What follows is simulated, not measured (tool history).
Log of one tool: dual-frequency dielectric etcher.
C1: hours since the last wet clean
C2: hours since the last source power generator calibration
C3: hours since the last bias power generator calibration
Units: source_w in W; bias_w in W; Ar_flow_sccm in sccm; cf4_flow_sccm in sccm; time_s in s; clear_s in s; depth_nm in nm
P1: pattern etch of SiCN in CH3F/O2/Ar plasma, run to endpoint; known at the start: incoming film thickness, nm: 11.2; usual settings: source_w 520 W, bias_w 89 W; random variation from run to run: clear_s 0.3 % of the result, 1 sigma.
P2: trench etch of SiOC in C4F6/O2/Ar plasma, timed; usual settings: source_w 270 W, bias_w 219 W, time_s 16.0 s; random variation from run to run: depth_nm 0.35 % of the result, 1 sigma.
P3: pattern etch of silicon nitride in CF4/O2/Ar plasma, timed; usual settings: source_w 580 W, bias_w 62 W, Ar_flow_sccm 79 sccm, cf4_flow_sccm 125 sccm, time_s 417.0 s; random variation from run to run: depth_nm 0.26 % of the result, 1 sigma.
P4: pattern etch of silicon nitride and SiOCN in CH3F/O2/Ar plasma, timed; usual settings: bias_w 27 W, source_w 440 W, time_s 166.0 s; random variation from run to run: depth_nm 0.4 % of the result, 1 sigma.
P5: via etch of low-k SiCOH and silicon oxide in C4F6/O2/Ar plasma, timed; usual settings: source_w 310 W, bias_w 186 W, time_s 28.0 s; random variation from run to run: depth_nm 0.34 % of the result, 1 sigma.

{"run": 1, "hour": 9.5, "process": "P1", "source_w": 520, "bias_w": 89, "C1": 454.6, "C2": 916.0, "C3": 867.5, "clear_s": 25.397}
{"run": 2, "hour": 17.2, "process": "P1", "source_w": 380, "bias_w": 104, "C1": 462.3, "C2": 923.7, "C3": 875.2, "clear_s": 27.017}
{"run": 3, "hour": 28.3, "process": "P3", "source_w": 580, "bias_w": 62, "Ar_flow_sccm": 79, "cf4_flow_sccm": 125, "time_s": 417.0, "C1": 473.4, "C2": 934.8, "C3": 886.3, "depth_nm": 999.69}
{"run": 4, "hour": 39.9, "process": "P1", "source_w": 520, "bias_w": 114, "C1": 485.0, "C2": 946.4, "C3": 897.9, "clear_s": 23.309}
{"run": 5, "hour": 46.8, "process": "P4", "source_w": 440, "bias_w": 27, "time_s": 96.5, "C1": 491.9, "C2": 953.3, "C3": 904.8, "depth_nm": 14.199}
{"run": 6, "hour": 57.9, "process": "P1", "source_w": 520, "bias_w": 89, "C1": 503.0, "C2": 964.4, "C3": 915.9, "clear_s": 25.387}
{"run": 7, "hour": 69.0, "process": "P1", "source_w": 650, "bias_w": 89, "C1": 514.1, "C2": 975.5, "C3": 927.0, "clear_s": 23.347}
{"run": 8, "hour": 76.2, "process": "P3", "source_w": 580, "bias_w": 77, "Ar_flow_sccm": 79, "cf4_flow_sccm": 125, "time_s": 417.0, "C1": 521.3, "C2": 982.7, "C3": 934.2, "depth_nm": 1092.9}
{"run": 9, "hour": 82.0, "process": "P2", "source_w": 270, "bias_w": 219, "time_s": 16.0, "C1": 527.1, "C2": 988.5, "C3": 940.0, "depth_nm": 30.814}
{"run": 10, "hour": 93.7, "process": "P5", "source_w": 310, "bias_w": 256, "time_s": 28.0, "C1": 538.8, "C2": 1000.2, "C3": 951.7, "depth_nm": 67.204}
{"run": 11, "hour": 105.7, "process": "P3", "source_w": 580, "bias_w": 62, "Ar_flow_sccm": 79, "cf4_flow_sccm": 125, "time_s": 417.0, "C1": 550.8, "C2": 1012.2, "C3": 963.7, "depth_nm": 1003.3}
{"run": 12, "hour": 114.4, "process": "P2", "source_w": 270, "bias_w": 298, "time_s": 16.0, "C1": 559.5, "C2": 1020.9, "C3": 972.4, "depth_nm": 34.196}
{"run": 13, "hour": 124.3, "process": "P2", "source_w": 170, "bias_w": 219, "time_s": 16.0, "C1": 569.4, "C2": 1030.8, "C3": 982.3, "depth_nm": 25.719}
{"run": 14, "hour": 130.5, "process": "P4", "source_w": 440, "bias_w": 19, "time_s": 166.0, "C1": 575.6, "C2": 1037.0, "C3": 988.5, "depth_nm": 21.054}
{"run": 15, "hour": 142.0, "process": "P5", "source_w": 310, "bias_w": 186, "time_s": 17.0, "C1": 587.1, "C2": 1048.5, "C3": 1000.0, "depth_nm": 36.353}
{"run": 16, "hour": 148.2, "process": "P1", "source_w": 350, "bias_w": 89, "C1": 593.3, "C2": 1054.7, "C3": 1006.2, "clear_s": 29.607}
{"run": 17, "hour": 157.8, "process": "P3", "source_w": 580, "bias_w": 62, "Ar_flow_sccm": 79, "cf4_flow_sccm": 125, "time_s": 235.0, "C1": 602.9, "C2": 1064.3, "C3": 1015.8, "depth_nm": 568.38}
{"run": 18, "hour": 164.2, "process": "P5", "source_w": 310, "bias_w": 186, "time_s": 28.0, "C1": 609.3, "C2": 1070.7, "C3": 1022.2, "depth_nm": 60.241}
{"run": 19, "hour": 175.8, "process": "P3", "source_w": 380, "bias_w": 62, "Ar_flow_sccm": 79, "cf4_flow_sccm": 125, "time_s": 417.0, "C1": 620.9, "C2": 1082.3, "C3": 1033.8, "depth_nm": 695.75}
{"run": 20, "hour": 182.8, "process": "P2", "source_w": 270, "bias_w": 219, "time_s": 16.0, "C1": 627.9, "C2": 1089.3, "C3": 1040.8, "depth_nm": 30.653}
{"run": 21, "hour": 195.2, "process": "P2", "source_w": 270, "bias_w": 219, "time_s": 22.5, "C1": 640.3, "C2": 1101.7, "C3": 1053.2, "depth_nm": 43.156}
{"run": 22, "hour": 201.5, "process": "P4", "source_w": 440, "bias_w": 27, "time_s": 166.0, "C1": 646.6, "C2": 1108.0, "C3": 1059.5, "depth_nm": 24.356}
{"run": 23, "hour": 209.7, "process": "P1", "source_w": 520, "bias_w": 89, "C1": 654.8, "C2": 1116.2, "C3": 1067.7, "clear_s": 25.45}
{"run": 24, "hour": 217.9, "process": "P1", "source_w": 520, "bias_w": 60, "C1": 663.0, "C2": 1124.4, "C3": 1075.9, "clear_s": 29.169}
{"run": 25, "hour": 226.3, "process": "P5", "source_w": 380, "bias_w": 186, "time_s": 28.0, "C1": 671.4, "C2": 1132.8, "C3": 1084.3, "depth_nm": 65.238}
{"run": 26, "hour": 235.3, "process": "P5", "source_w": 310, "bias_w": 186, "time_s": 28.0, "C1": 680.4, "C2": 1141.8, "C3": 1093.3, "depth_nm": 60.473}
{"run": 27, "hour": 245.9, "process": "P1", "source_w": 520, "bias_w": 89, "C1": 691.0, "C2": 1152.4, "C3": 1103.9, "clear_s": 25.474}
{"run": 28, "hour": 256.1, "process": "P1", "source_w": 520, "bias_w": 89, "C1": 701.2, "C2": 1162.6, "C3": 1114.1, "clear_s": 25.356}
{"run": 29, "hour": 264.8, "process": "P4", "source_w": 290, "bias_w": 27, "time_s": 166.0, "C1": 709.9, "C2": 1171.3, "C3": 1122.8, "depth_nm": 21.272}
{"run": 30, "hour": 271.3, "process": "P3", "source_w": 580, "bias_w": 62, "Ar_flow_sccm": 108, "cf4_flow_sccm": 125, "time_s": 417.0, "C1": 716.4, "C2": 1177.8, "C3": 1129.3, "depth_nm": 975.59}
{"run": 31, "hour": 280.7, "process": "P3", "source_w": 580, "bias_w": 62, "Ar_flow_sccm": 79, "cf4_flow_sccm": 172, "time_s": 417.0, "C1": 725.8, "C2": 1187.2, "C3": 1138.7, "depth_nm": 1033.4}
{"run": 32, "hour": 290.2, "process": "P1", "source_w": 520, "bias_w": 89, "C1": 735.3, "C2": 1196.7, "C3": 1148.2, "clear_s": 25.579}
{"run": 33, "hour": 301.3, "process": "P1", "source_w": 520, "bias_w": 89, "C1": 746.4, "C2": 1207.8, "C3": 1159.3, "clear_s": 25.294}
{"run": 34, "hour": 312.7, "process": "P1", "source_w": 520, "bias_w": 89, "C1": 757.8, "C2": 1219.2, "C3": 1170.7, "clear_s": 25.301}
{"run": 35, "hour": 319.0, "process": "P1", "source_w": 520, "bias_w": 89, "C1": 764.1, "C2": 1225.5, "C3": 1177.0, "clear_s": 25.151}
{"run": 36, "hour": 330.5, "process": "P1", "source_w": 520, "bias_w": 89, "C1": 775.6, "C2": 1237.0, "C3": 1188.5, "clear_s": 25.023}
{"run": 37, "hour": 342.5, "process": "P1", "source_w": 520, "bias_w": 89, "C1": 787.6, "C2": 1249.0, "C3": 1200.5, "clear_s": 25.203}
{"hour": 347.3, "done": "wet clean of the chamber"}
{"run": 38, "hour": 351.2, "process": "P1", "source_w": 520, "bias_w": 89, "C1": 4.0, "C2": 1257.7, "C3": 1209.2, "clear_s": 25.161}
{"run": 39, "hour": 358.8, "process": "P1", "source_w": 520, "bias_w": 89, "C1": 11.6, "C2": 1265.3, "C3": 1216.8, "clear_s": 25.237}
{"run": 40, "hour": 369.7, "process": "P1", "source_w": 520, "bias_w": 89, "C1": 22.5, "C2": 1276.2, "C3": 1227.7, "clear_s": 25.085}
{"run": 41, "hour": 382.9, "process": "P1", "source_w": 520, "bias_w": 89, "C1": 35.7, "C2": 1289.4, "C3": 1240.9, "clear_s": 25.07}
{"run": 42, "hour": 395.9, "process": "P1", "source_w": 520, "bias_w": 89, "C1": 48.7, "C2": 1302.4, "C3": 1253.9, "clear_s": 25.192}

What P1 gives has crept away from where it was. These 2 causes fit the log equally well, each at the size given:
A: bias power that arrives over what is set, % = 4.23
B: source power that arrives over what is set, % = 4.12
The creep began at about hour 290.2.
Why every other cause is out:
chamber walls in a state that raises the etch rate, %: serviced at hour 347.3, which brought nothing back

4 check runs are offered, one wafer each, their results left as question marks. Which one tells the causes apart?
{"run": "check 1", "hour": 408.9, "process": "P5", "source_w": 310, "bias_w": 246, "time_s": 21.5, "depth_nm": "?"}
{"run": "check 2", "hour": 408.9, "process": "P2", "source_w": 180, "bias_w": 287, "time_s": 16.0, "depth_nm": "?"}
{"run": "check 3", "hour": 408.9, "process": "P4", "source_w": 360, "bias_w": 27, "time_s": 102.0, "depth_nm": "?"}
{"run": "check 4", "hour": 408.9, "process": "P3", "source_w": 580, "bias_w": 62, "Ar_flow_sccm": 79, "cf4_flow_sccm": 166, "time_s": 237.5, "depth_nm": "?"}

What each check would give under each cause:
check=check_1 result=depth_nm if_A=51.431 if_B=51.490
check=check_2 result=depth_nm if_A=29.470 if_B=29.469
check=check_3 result=depth_nm if_A=14.353 if_B=14.274
check=check_4 result=depth_nm if_A=596.120 if_B=608.460
How far apart the two closest causes lie, in the result that separates them most: check 1 0.11 %; check 2 0 %; check 3 0.56 %; check 4 2.05 %
Check 4 tells the causes apart: in the others they would give nearly the same result.

Then check 4 was run and gave: depth_nm 597.770 nm. Which cause is it?

It is A: bias power that arrives over what is set, %.
